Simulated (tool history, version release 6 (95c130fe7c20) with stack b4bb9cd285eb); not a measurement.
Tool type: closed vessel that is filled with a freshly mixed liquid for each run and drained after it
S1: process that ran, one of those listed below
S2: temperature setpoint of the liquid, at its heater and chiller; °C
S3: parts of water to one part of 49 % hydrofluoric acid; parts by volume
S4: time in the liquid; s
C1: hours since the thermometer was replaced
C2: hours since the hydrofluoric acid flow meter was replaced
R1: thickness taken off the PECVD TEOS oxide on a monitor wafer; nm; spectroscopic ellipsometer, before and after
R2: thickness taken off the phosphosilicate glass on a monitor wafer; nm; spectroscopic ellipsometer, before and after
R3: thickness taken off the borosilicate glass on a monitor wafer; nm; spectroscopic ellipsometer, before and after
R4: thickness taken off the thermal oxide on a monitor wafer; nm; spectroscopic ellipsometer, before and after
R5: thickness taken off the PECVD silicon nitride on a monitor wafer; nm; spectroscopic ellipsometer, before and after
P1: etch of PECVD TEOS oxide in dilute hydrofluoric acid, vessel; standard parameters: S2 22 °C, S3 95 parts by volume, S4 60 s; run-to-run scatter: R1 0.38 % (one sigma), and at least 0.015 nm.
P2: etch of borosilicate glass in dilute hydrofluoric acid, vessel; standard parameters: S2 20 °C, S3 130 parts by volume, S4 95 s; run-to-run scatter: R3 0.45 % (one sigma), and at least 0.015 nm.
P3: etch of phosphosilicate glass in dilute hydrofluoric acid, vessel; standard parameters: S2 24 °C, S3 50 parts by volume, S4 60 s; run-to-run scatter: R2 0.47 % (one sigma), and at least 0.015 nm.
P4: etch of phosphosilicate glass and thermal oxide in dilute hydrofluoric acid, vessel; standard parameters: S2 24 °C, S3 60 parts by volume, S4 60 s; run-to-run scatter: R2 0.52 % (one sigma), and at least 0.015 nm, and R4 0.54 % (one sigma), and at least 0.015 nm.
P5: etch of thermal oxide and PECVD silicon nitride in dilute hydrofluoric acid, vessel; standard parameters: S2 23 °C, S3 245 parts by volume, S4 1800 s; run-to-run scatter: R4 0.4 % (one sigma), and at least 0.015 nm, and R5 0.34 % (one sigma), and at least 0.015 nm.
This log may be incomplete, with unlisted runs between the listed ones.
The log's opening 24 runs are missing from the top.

run 25 hour=254.6 | S1=P3 S2=24 S3=50 S4=60 | C1=61.8 C2=1310.8 | R2=174.72
run 26 hour=266.2 | S1=P2 S2=20 S3=230 S4=95 | C1=73.4 C2=1322.4 | R3=5.7939
run 27 hour=275.6 | S1=P1 S2=22 S3=95 S4=60 | C1=82.8 C2=1331.8 | R1=12.182
run 28 hour=284 | S1=P1 S2=22 S3=95 S4=60 | C1=91.2 C2=1340.2 | R1=12.116
run 29 hour=291.9 | S1=P3 S2=17 S3=50 S4=60 | C1=99.1 C2=1348.1 | R2=128.37
run 30 hour=298.9 | S1=P4 S2=28 S3=60 S4=60 | C1=106.1 C2=1355.1 | R2=117.72 R4=5.7407
run 31 hour=312.1 | S1=P1 S2=22 S3=95 S4=60 | C1=119.3 C2=1368.3 | R1=12.151
run 32 hour=326.1 | S1=P1 S2=22 S3=95 S4=60 | C1=133.3 C2=1382.3 | R1=11.845

For run 33, what comes out?
run 33 hour=338.1 | S1=P1 S2=22 S3=95 S4=60 | C1=145.3 C2=1394.3 | R1=?

Run 33 gave R1 11.588 nm.

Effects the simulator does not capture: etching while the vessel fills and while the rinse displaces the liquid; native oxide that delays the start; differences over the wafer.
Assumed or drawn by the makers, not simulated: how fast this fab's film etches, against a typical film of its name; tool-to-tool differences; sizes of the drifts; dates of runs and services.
